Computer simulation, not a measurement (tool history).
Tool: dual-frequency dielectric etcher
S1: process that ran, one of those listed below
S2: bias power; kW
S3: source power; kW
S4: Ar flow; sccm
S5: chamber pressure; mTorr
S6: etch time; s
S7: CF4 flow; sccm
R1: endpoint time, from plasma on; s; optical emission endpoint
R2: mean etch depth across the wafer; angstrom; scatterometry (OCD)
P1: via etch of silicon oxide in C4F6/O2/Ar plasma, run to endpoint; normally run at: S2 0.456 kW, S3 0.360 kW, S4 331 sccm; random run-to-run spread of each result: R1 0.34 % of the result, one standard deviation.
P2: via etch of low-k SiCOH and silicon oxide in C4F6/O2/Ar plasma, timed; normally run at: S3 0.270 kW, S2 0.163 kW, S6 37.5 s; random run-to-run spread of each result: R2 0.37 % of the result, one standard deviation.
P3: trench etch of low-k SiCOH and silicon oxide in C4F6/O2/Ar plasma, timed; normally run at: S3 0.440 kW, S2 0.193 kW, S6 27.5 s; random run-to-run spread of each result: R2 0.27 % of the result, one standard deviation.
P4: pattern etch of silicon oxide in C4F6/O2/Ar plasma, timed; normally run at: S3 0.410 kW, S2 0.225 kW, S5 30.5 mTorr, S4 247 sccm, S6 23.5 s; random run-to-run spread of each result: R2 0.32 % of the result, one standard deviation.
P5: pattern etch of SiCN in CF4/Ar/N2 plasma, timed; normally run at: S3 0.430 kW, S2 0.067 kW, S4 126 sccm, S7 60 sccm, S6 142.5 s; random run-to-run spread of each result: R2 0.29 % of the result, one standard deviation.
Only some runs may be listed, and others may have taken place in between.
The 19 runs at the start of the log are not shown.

run 20 hour=234.5 | S1=P2 S2=0.163 S3=0.270 S6=37.5 | R2=826.99
run 21 hour=248.9 | S1=P2 S2=0.163 S3=0.270 S6=37.5 | R2=825.98
run 22 hour=256.7 | S1=P3 S2=0.193 S3=0.440 S6=33.5 | R2=1118.70
run 23 hour=266.3 | S1=P2 S2=0.112 S3=0.270 S6=37.5 | R2=737.36
run 24 hour=276.3 | S1=P1 S2=0.456 S3=0.360 S4=331 | R1=30.508
run 25 hour=291.9 | S1=P1 S2=0.456 S3=0.420 S4=393 | R1=29.492
run 26 hour=304.7 | S1=P3 S2=0.249 S3=0.440 S6=27.5 | R2=1002.40
run 27 hour=312.9 | S1=P5 S2=0.067 S3=0.430 S4=126 S6=142.5 S7=40 | R2=1031.20

Run 28 has not been measured yet. What should we expect?
run 28 hour=325.9 | S1=P1 S2=0.456 S3=0.230 S4=331 | R1=?

{"run 28": {"R1": 35.933}}

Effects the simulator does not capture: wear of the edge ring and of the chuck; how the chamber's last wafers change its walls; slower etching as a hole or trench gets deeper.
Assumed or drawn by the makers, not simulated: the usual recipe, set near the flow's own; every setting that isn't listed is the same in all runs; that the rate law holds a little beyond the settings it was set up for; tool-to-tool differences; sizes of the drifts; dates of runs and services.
